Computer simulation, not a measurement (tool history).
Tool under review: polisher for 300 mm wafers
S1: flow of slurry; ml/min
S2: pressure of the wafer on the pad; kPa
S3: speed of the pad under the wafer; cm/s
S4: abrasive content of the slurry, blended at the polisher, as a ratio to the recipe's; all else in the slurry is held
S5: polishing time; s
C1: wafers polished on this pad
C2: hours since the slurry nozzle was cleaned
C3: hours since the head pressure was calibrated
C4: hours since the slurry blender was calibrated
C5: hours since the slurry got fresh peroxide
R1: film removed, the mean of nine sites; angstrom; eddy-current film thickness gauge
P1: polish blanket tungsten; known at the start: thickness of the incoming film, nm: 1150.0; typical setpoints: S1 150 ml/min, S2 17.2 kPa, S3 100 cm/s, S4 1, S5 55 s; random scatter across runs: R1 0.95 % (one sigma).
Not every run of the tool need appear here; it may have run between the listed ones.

run	day	S1	S2	S3	S4	S5	C1	C2	C3	C4	C5	R1
1	0.604	150	17.2	100	1	55	472	126.8	365.6	243.1	26	2002
2	0.871	150	17.2	158	1	55	549	133.2	372	249.5	32.4	3053.9
3	1.475	150	17.2	100	1.35	55	723	147.7	386.5	264	46.9	2084.1
4	1.738	150	22.1	100	0.6	55	799	154	392.8	270.3	53.2	2204.8
5	2.208	150	25.5	100	1	55	934	165.3	404.1	281.6	64.5	2901.1
# day 2.579: slurry blender recalibrated
6	2.792	150	17.2	100	1	55	1103	179.3	418.1	5.2	78.5	1951.7
7	3.254	150	17.2	100	1	55	1236	190.4	429.2	16.3	89.6	1959.2
8	3.796	150	17.2	44	1	55	1392	203.4	442.2	29.3	102.6	854.48
9	4.392	150	17.2	100	0.5	55	1564	217.7	456.5	43.6	116.9	1675.8
10	4.862	150	17.2	100	1	86	1700	229	467.8	54.9	128.2	3035.5
11	5.342	150	17.2	100	1	25	1838	240.5	479.3	66.4	139.7	900.93
12	5.608	150	17.2	100	1	55	1915	246.9	485.7	72.8	146.1	1940.2
13	6.196	150	7.6	100	1	55	2084	261	499.8	86.9	160.2	852.56
14	6.525	100	7.6	100	1	55	2179	268.9	507.7	94.8	168.1	796.19
15	6.821	195	17.2	100	1	55	2264	276	514.8	101.9	175.2	2072.6
16	7.288	90	17.2	100	1	55	2399	287.2	526	113.1	186.4	1778.7
17	7.829	150	17.2	100	1	55	2555	300.2	539	126.1	199.4	1964.8
18	8.3	150	17.2	100	1	55	2690	311.5	550.3	137.4	210.7	1918.6
19	8.862	150	17.2	100	1	55	2853	325	563.8	150.9	224.2	1861.7
# day 9.246: slurry tank refilled with fresh slurry and peroxide
20	9.429	150	17.2	100	1	55	3016	338.6	577.4	164.5	4.5	1817.7
21	9.738	150	17.2	100	1	55	3105	346	584.8	171.9	11.9	1817.2
# day 9.862: worn pad replaced by a new one
22	10.021	150	17.2	100	1	55	46	352.8	591.6	178.7	18.7	1836.1
23	10.383	150	17.2	100	1	55	151	361.5	600.3	187.4	27.4	1811.4
# day 10.771: head pressure recalibrated
24	10.804	150	17.2	100	1	55	272	371.6	0.9	197.5	37.5	1782.2

Predict the results of run 25:
25	11.271	150	17.2	100	1	55	407	382.8	12.1	208.7	48.7	?

R1: 1804.8 angstrom
